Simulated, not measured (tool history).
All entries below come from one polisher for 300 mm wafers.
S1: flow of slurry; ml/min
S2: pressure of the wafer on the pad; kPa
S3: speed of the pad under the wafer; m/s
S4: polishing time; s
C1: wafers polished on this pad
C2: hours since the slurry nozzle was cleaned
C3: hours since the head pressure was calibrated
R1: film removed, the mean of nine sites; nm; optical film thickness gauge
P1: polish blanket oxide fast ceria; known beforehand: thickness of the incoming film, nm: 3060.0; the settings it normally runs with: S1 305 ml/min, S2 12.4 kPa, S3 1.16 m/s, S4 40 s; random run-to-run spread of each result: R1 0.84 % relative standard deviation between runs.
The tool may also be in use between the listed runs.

{"run": 1, "hour": 2.3, "S1": 305, "S2": 12.4, "S3": 1.16, "S4": 40, "C1": 949, "C2": 285.0, "C3": 902.5, "R1": 446.34}
{"run": 2, "hour": 6.5, "S1": 305, "S2": 12.4, "S3": 1.16, "S4": 40, "C1": 993, "C2": 289.2, "C3": 906.7, "R1": 445.77}
{"run": 3, "hour": 10.8, "S1": 305, "S2": 12.4, "S3": 1.16, "S4": 40, "C1": 1038, "C2": 293.5, "C3": 911.0, "R1": 444.57}
{"run": 4, "hour": 13.3, "S1": 415, "S2": 12.4, "S3": 1.16, "S4": 40, "C1": 1064, "C2": 296.0, "C3": 913.5, "R1": 455.2}
{"run": 5, "hour": 16.4, "S1": 305, "S2": 12.4, "S3": 1.72, "S4": 40, "C1": 1097, "C2": 299.1, "C3": 916.6, "R1": 663.65}
{"run": 6, "hour": 19.5, "S1": 215, "S2": 12.4, "S3": 1.16, "S4": 59, "C1": 1129, "C2": 302.2, "C3": 919.7, "R1": 629.01}
{"run": 7, "hour": 23.0, "S1": 185, "S2": 12.4, "S3": 1.16, "S4": 40, "C1": 1166, "C2": 305.7, "C3": 923.2, "R1": 422.15}
{"run": 8, "hour": 25.4, "S1": 305, "S2": 12.4, "S3": 0.52, "S4": 40, "C1": 1191, "C2": 308.1, "C3": 925.6, "R1": 199.77}
{"run": 9, "hour": 29.5, "S1": 305, "S2": 12.4, "S3": 1.16, "S4": 18, "C1": 1234, "C2": 312.2, "C3": 929.7, "R1": 202.25}
{"run": 10, "hour": 32.5, "S1": 305, "S2": 12.4, "S3": 1.16, "S4": 40, "C1": 1265, "C2": 315.2, "C3": 932.7, "R1": 449.0}
{"run": 11, "hour": 36.3, "S1": 305, "S2": 12.4, "S3": 1.16, "S4": 40, "C1": 1305, "C2": 319.0, "C3": 936.5, "R1": 448.69}
{"run": 12, "hour": 39.9, "S1": 305, "S2": 12.4, "S3": 1.16, "S4": 40, "C1": 1343, "C2": 322.6, "C3": 940.1, "R1": 446.03}
{"run": 13, "hour": 43.5, "S1": 305, "S2": 12.4, "S3": 1.16, "S4": 40, "C1": 1381, "C2": 326.2, "C3": 943.7, "R1": 448.78}
{"run": 14, "hour": 45.9, "S1": 305, "S2": 18.6, "S3": 1.16, "S4": 40, "C1": 1406, "C2": 328.6, "C3": 946.1, "R1": 664.03}
{"run": 15, "hour": 50.3, "S1": 305, "S2": 12.4, "S3": 1.16, "S4": 60, "C1": 1452, "C2": 333.0, "C3": 950.5, "R1": 672.06}
{"run": 16, "hour": 52.3, "S1": 305, "S2": 7.6, "S3": 1.16, "S4": 40, "C1": 1473, "C2": 335.0, "C3": 952.5, "R1": 271.11}
{"run": 17, "hour": 54.6, "S1": 305, "S2": 12.4, "S3": 1.16, "S4": 40, "C1": 1497, "C2": 337.3, "C3": 954.8, "R1": 447.01}
{"run": 18, "hour": 56.8, "S1": 305, "S2": 12.4, "S3": 1.16, "S4": 40, "C1": 1520, "C2": 339.5, "C3": 957.0, "R1": 437.35}
{"run": 19, "hour": 60.3, "S1": 305, "S2": 12.4, "S3": 1.16, "S4": 40, "C1": 1557, "C2": 343.0, "C3": 960.5, "R1": 432.73}

Run 20 has not been measured yet. What should we expect?
{"run": 20, "hour": 64.5, "S1": 305, "S2": 12.4, "S3": 1.16, "S4": 40, "C1": 1601, "C2": 347.2, "C3": 964.7, "R1": "?"}

R1: 428.60 nm

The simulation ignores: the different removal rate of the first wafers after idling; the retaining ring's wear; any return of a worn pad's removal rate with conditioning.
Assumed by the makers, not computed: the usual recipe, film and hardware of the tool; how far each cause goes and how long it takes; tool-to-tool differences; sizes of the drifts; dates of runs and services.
